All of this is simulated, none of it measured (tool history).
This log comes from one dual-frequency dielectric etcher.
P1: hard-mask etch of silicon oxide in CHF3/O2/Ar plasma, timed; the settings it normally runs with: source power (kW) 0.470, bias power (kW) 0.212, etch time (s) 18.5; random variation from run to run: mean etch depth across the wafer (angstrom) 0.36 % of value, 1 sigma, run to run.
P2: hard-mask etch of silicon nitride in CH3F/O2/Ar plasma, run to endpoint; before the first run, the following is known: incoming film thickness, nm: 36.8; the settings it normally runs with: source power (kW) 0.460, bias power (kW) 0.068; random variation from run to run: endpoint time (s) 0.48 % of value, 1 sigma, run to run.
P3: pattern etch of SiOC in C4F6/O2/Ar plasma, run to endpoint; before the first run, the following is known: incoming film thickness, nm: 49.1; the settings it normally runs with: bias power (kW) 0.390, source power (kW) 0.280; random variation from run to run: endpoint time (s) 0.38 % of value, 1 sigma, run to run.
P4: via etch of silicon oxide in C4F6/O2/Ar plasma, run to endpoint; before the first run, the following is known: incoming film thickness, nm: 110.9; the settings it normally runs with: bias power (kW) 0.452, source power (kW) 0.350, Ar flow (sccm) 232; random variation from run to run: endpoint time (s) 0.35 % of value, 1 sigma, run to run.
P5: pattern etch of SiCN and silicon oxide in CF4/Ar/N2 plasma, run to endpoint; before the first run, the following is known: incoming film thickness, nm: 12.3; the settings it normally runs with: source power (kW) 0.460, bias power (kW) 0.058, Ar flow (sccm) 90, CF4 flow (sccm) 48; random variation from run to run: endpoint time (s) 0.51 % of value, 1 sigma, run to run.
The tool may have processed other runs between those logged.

run	hour	process that ran	source power (kW)	bias power (kW)	etch time (s)	Ar flow (sccm)	CF4 flow (sccm)	hours since the last wet clean	hours since the last source power generator calibration	hours since the last bias power generator calibration	mean etch depth across the wafer (angstrom)	endpoint time (s)
1	7.3	P1	0.470	0.212	18.5			297.0	1956.9	3566.9	348.38	
2	11.9	P3	0.280	0.488				301.6	1961.5	3571.5		18.627
3	19.7	P5	0.460	0.058		90	48	309.4	1969.3	3579.3		15.894
4	27.7	P1	0.470	0.212	18.5			317.4	1977.3	3587.3	348.56	
5	34.0	P3	0.280	0.390				323.7	1983.6	3593.6		20.426
6	41.8	P5	0.260	0.058		90	48	331.5	1991.4	3601.4		26.085
7	49.6	P4	0.350	0.565		232		339.3	1999.2	3609.2		23.259
8	54.8	P4	0.220	0.452		232		344.5	2004.4	3614.4		29.919
9	59.4	P2	0.550	0.068				349.1	2009.0	3619.0		48.638
10	64.0	P1	0.470	0.212	10.5			353.7	2013.6	3623.6	197.81	
11	70.0	P1	0.470	0.212	18.5			359.7	2019.6	3629.6	350.75	
12	74.3	P1	0.470	0.274	27.0			364.0	2023.9	3633.9	556.94	
13	80.7	P1	0.470	0.297	18.5			370.4	2030.3	3640.3	393.18	
14	85.7	P3	0.360	0.390				375.4	2035.3	3645.3		18.584
15	90.1	P3	0.280	0.390				379.8	2039.7	3649.7		20.440
16	97.6	P4	0.350	0.452		232		387.3	2047.2	3657.2		25.234
17	107.2	P1	0.470	0.212	26.0			396.9	2056.8	3666.8	491.11	
# hour 112.2: source power generator calibrated
18	112.9	P5	0.460	0.058		114	48	402.6	0.7	3672.5		16.411
19	118.1	P5	0.460	0.071		90	48	407.8	5.9	3677.7		14.744
20	127.2	P4	0.350	0.452		170		416.9	15.0	3686.8		24.596
21	133.4	P5	0.460	0.058		90	48	423.1	21.2	3693.0		15.854
22	141.0	P1	0.300	0.212	18.5			430.7	28.8	3700.6	293.59	
23	146.4	P1	0.630	0.212	18.5			436.1	34.2	3706.0	390.66	
24	154.9	P2	0.460	0.068				444.6	42.7	3714.5		51.848
25	160.1	P2	0.460	0.081				449.8	47.9	3719.7		49.113
26	168.5	P5	0.460	0.058		90	61	458.2	56.3	3728.1		15.160
27	173.2	P1	0.470	0.212	18.5			462.9	61.0	3732.8	349.89	
28	179.1	P2	0.460	0.068				468.8	66.9	3738.7		51.300
# hour 179.5: wet clean of the chamber
29	188.5	P1	0.470	0.212	18.5			9.0	76.3	3748.1	349.56	
30	197.1	P1	0.470	0.134	18.5			17.6	84.9	3756.7	301.06	
31	202.0	P1	0.470	0.212	18.5			22.5	89.8	3761.6	349.95	
32	209.9	P1	0.470	0.212	18.5			30.4	97.7	3769.5	345.47	
33	216.6	P1	0.470	0.212	18.5			37.1	104.4	3776.2	344.93	
34	222.0	P1	0.470	0.212	18.5			42.5	109.8	3781.6	342.84	
# hour 223.7: wet clean of the chamber
35	226.4	P1	0.470	0.212	18.5			2.7	114.2	3786.0	341.50	
36	234.0	P1	0.470	0.212	18.5			10.3	121.8	3793.6	342.95	
37	243.8	P1	0.470	0.212	18.5			20.1	131.6	3803.4	343.47	

What P1 gives has crept away from where it was. These 2 causes fit the log equally well, each at the size given:
A: source power that arrives under what is set, % = 4.65
B: bias power that arrives under what is set, % = 4.99
The process output started creeping at around hour 202.0.
All other causes, with the reason each is excluded:
chamber walls in a state that lowers the etch rate, %: serviced at hour 223.7, after the change had begun; the process did not return to its earlier output

Which of the check runs below tells the causes apart, meaning the causes would give it clearly different results? Each run uses 3 wafers whose results are averaged, and each result is shown as a question mark.
check 1	253.6	P4	0.350	0.452		232						?
check 2	253.6	P5	0.460	0.058		90	48					?
check 3	253.6	P2	0.460	0.068								?
check 4	253.6	P3	0.280	0.390								?

Outcome of each check run for each possible cause:
check	result	if A	if B
check 1	endpoint time (s)	25.740	25.774
check 2	endpoint time (s)	16.526	16.119
check 3	endpoint time (s)	52.488	52.427
check 4	endpoint time (s)	20.750	20.772
Smallest distance between any two causes, each pair judged by its most separating result, in per cent: check 1 0.13 %; check 2 2.5 %; check 3 0.12 %; check 4 0.1 %
Of the check runs offered, only check 2 discriminates between the causes; the rest would read about the same regardless of which cause applies.

The results of check 2 are: endpoint time (s) 16.139. Based on these, which of the listed causes is it?

The cause is B: bias power that arrives under what is set, %.

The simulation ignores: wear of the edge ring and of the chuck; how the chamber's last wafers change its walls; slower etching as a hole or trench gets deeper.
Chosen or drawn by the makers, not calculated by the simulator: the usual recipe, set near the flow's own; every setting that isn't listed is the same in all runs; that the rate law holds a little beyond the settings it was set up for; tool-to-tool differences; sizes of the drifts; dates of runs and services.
